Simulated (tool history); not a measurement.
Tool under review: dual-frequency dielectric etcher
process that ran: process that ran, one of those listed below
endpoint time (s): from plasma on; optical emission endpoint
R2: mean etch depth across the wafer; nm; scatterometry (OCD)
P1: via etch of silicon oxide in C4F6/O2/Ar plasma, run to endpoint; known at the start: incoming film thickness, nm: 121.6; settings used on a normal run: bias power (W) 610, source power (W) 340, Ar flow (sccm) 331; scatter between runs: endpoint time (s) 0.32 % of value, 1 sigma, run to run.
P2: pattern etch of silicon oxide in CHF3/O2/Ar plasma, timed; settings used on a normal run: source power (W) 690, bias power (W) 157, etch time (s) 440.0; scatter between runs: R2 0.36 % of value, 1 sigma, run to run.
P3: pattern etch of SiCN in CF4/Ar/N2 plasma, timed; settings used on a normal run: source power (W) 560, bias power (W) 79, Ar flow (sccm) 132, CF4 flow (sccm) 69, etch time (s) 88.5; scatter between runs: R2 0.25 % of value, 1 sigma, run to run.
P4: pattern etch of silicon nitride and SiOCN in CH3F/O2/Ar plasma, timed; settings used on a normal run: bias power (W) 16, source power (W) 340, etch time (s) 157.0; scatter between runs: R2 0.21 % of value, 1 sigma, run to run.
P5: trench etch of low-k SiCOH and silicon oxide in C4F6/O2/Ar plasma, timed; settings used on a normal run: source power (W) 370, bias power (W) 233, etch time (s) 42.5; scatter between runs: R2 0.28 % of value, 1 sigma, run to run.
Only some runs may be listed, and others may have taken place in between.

Run 1, hour 8.4: process that ran P1, bias power (W) 610, source power (W) 340, Ar flow (sccm) 331. Result: endpoint time (s) 26.153.
Run 2, hour 19.3: process that ran P5, bias power (W) 233, source power (W) 370, etch time (s) 28.0. Result: R2 94.642 nm.
Run 3, hour 27.6: process that ran P1, bias power (W) 610, source power (W) 340, Ar flow (sccm) 331. Result: endpoint time (s) 26.176.
Run 4, hour 44.5: process that ran P2, bias power (W) 157, source power (W) 690, etch time (s) 440.0. Result: R2 890.910 nm.
Run 5, hour 57.0: process that ran P4, bias power (W) 19, source power (W) 340, etch time (s) 157.0. Result: R2 18.839 nm.
Run 6, hour 73.7: process that ran P3, bias power (W) 79, source power (W) 560, Ar flow (sccm) 88, etch time (s) 88.5, CF4 flow (sccm) 69. Result: R2 95.668 nm.
Run 7, hour 86.4: process that ran P1, bias power (W) 610, source power (W) 340, Ar flow (sccm) 263. Result: endpoint time (s) 25.435.
Run 8, hour 96.7: process that ran P1, bias power (W) 610, source power (W) 340, Ar flow (sccm) 331. Result: endpoint time (s) 26.150.
Run 9, hour 110.1: process that ran P1, bias power (W) 610, source power (W) 340, Ar flow (sccm) 331. Result: endpoint time (s) 26.112.
Run 10, hour 124.5: process that ran P3, bias power (W) 106, source power (W) 560, Ar flow (sccm) 132, etch time (s) 88.5, CF4 flow (sccm) 69. Result: R2 100.450 nm.
Run 11, hour 141.5: process that ran P1, bias power (W) 610, source power (W) 340, Ar flow (sccm) 331. Result: endpoint time (s) 26.188.
Run 12, hour 154.6: process that ran P2, bias power (W) 157, source power (W) 690, etch time (s) 242.5. Result: R2 491.920 nm.
Run 13, hour 170.2: process that ran P3, bias power (W) 79, source power (W) 380, Ar flow (sccm) 132, etch time (s) 88.5, CF4 flow (sccm) 69. Result: R2 64.386 nm.
Run 14, hour 180.6: process that ran P4, bias power (W) 16, source power (W) 340, etch time (s) 157.0. Result: R2 17.464 nm.
Run 15, hour 189.8: process that ran P4, bias power (W) 16, source power (W) 410, etch time (s) 157.0. Result: R2 18.692 nm.
Run 16, hour 206.6: process that ran P3, bias power (W) 79, source power (W) 560, Ar flow (sccm) 132, etch time (s) 88.5, CF4 flow (sccm) 69. Result: R2 89.701 nm.
Run 17, hour 219.4: process that ran P1, bias power (W) 368, source power (W) 220, Ar flow (sccm) 331. Result: endpoint time (s) 37.026.
Run 18, hour 227.0: process that ran P2, bias power (W) 157, source power (W) 450, etch time (s) 440.0. Result: R2 759.190 nm.
Run 19, hour 240.9: process that ran P1, bias power (W) 838, source power (W) 340, Ar flow (sccm) 331. Result: endpoint time (s) 23.002.
Run 20, hour 248.5: process that ran P3, bias power (W) 79, source power (W) 560, Ar flow (sccm) 132, etch time (s) 118.5, CF4 flow (sccm) 69. Result: R2 120.270 nm.
Run 21, hour 265.5: process that ran P4, bias power (W) 16, source power (W) 340, etch time (s) 120.5. Result: R2 13.440 nm.
Run 22, hour 279.7: process that ran P3, bias power (W) 79, source power (W) 560, Ar flow (sccm) 132, etch time (s) 88.5, CF4 flow (sccm) 83. Result: R2 92.200 nm.
Run 23, hour 296.5: process that ran P1, bias power (W) 610, source power (W) 340, Ar flow (sccm) 331. Result: endpoint time (s) 26.111.
Run 24, hour 309.7: process that ran P5, bias power (W) 233, source power (W) 370, etch time (s) 42.5. Result: R2 143.640 nm.
Run 25, hour 322.7: process that ran P1, bias power (W) 610, source power (W) 450, Ar flow (sccm) 331. Result: endpoint time (s) 23.692.
Run 26, hour 338.5: process that ran P5, bias power (W) 162, source power (W) 370, etch time (s) 42.5. Result: R2 127.690 nm.
Run 27, hour 349.8: process that ran P5, bias power (W) 233, source power (W) 300, etch time (s) 42.5. Result: R2 133.210 nm.
Run 28, hour 365.9: process that ran P1, bias power (W) 509, source power (W) 340, Ar flow (sccm) 400. Result: endpoint time (s) 28.678.
Run 29, hour 380.3: process that ran P1, bias power (W) 610, source power (W) 470, Ar flow (sccm) 404. Result: endpoint time (s) 23.811.
Run 30, hour 388.5: process that ran P1, bias power (W) 610, source power (W) 340, Ar flow (sccm) 331. Result: endpoint time (s) 26.159.
Run 31, hour 401.4: process that ran P1, bias power (W) 368, source power (W) 340, Ar flow (sccm) 331. Result: endpoint time (s) 31.543.
Run 32, hour 419.0: process that ran P1, bias power (W) 610, source power (W) 280, Ar flow (sccm) 331. Result: endpoint time (s) 27.944.
Run 33, hour 433.3: process that ran P2, bias power (W) 190, source power (W) 690, etch time (s) 440.0. Result: R2 953.810 nm.
Run 34, hour 448.6: process that ran P3, bias power (W) 79, source power (W) 560, Ar flow (sccm) 132, etch time (s) 88.5, CF4 flow (sccm) 69. Result: R2 90.111 nm.
Run 35, hour 463.8: process that ran P1, bias power (W) 610, source power (W) 340, Ar flow (sccm) 451. Result: endpoint time (s) 27.008.
Run 36, hour 476.6: process that ran P1, bias power (W) 610, source power (W) 340, Ar flow (sccm) 331. Result: endpoint time (s) 26.071.
Run 37, hour 490.0: process that ran P1, bias power (W) 610, source power (W) 340, Ar flow (sccm) 331. Result: endpoint time (s) 26.224.
Run 38, hour 499.0: process that ran P1, bias power (W) 610, source power (W) 340, Ar flow (sccm) 331. Result: endpoint time (s) 26.369.
Run 39, hour 512.9: process that ran P1, bias power (W) 610, source power (W) 340, Ar flow (sccm) 331. Result: endpoint time (s) 26.524.
At hour 520.2: wet clean of the chamber.
At hour 523.7: Ar flow controller replaced.
Run 40, hour 530.3: process that ran P1, bias power (W) 610, source power (W) 340, Ar flow (sccm) 331. Result: endpoint time (s) 26.340.
Run 41, hour 539.7: process that ran P1, bias power (W) 610, source power (W) 340, Ar flow (sccm) 331. Result: endpoint time (s) 26.469.
Run 42, hour 552.4: process that ran P1, bias power (W) 610, source power (W) 340, Ar flow (sccm) 331. Result: endpoint time (s) 26.454.
Run 43, hour 569.9: process that ran P1, bias power (W) 610, source power (W) 340, Ar flow (sccm) 331. Result: endpoint time (s) 26.323.
Run 44, hour 582.8: process that ran P1, bias power (W) 610, source power (W) 340, Ar flow (sccm) 331. Result: endpoint time (s) 26.471.
Run 45, hour 596.1: process that ran P1, bias power (W) 610, source power (W) 340, Ar flow (sccm) 331. Result: endpoint time (s) 26.573.

The output of P1 has drifted from where it used to be. Each of the 2 causes below, taken at the size shown beside it, accounts for the log equally well:
A: source power that arrives under what is set, % = 4.36
B: bias power that arrives under what is set, % = 4.12
Onset of the creep was near hour 476.6.
Each remaining cause and why it is not a fit:
chamber walls in a state that lowers the etch rate, %: its service at hour 520.2 followed the start of the drift and did not put the process back to its old value
Ar flow that arrives over what is set, %: its service at hour 523.7 followed the start of the drift and did not put the process back to its old value

Of the 4 check runs listed below, each run on one wafer and each result written as a question mark, which would let you distinguish the listed causes because they would give clearly different results?
Run check 1, hour 609.4: process that ran P2, bias power (W) 157, source power (W) 690, etch time (s) 440.0. Result: R2 ?.
Run check 2, hour 609.4: process that ran P5, bias power (W) 233, source power (W) 370, etch time (s) 42.5. Result: R2 ?.
Run check 3, hour 609.4: process that ran P4, bias power (W) 16, source power (W) 340, etch time (s) 157.0. Result: R2 ?.
Run check 4, hour 609.4: process that ran P3, bias power (W) 79, source power (W) 560, Ar flow (sccm) 132, etch time (s) 88.5, CF4 flow (sccm) 69. Result: R2 ?.

Outcome of each check run for each possible cause:
  check  result     if A     if B
check 1      R2  877.370  880.620
check 2      R2  141.350  141.780
check 3      R2   17.216   17.187
check 4      R2   86.387   88.452
Gap, in per cent, between the two causes that each check separates least, read from the result that separates them most: check 1 0.37 %; check 2 0.3 %; check 3 0.17 %; check 4 2.36 %
The causes can be told apart only by check 4. The other checks would give nearly the same results under each of them.

Check 4 has now been run. It gave: R2 86.188 nm. Which of the candidate causes is it?

It is A: source power that arrives under what is set, %.
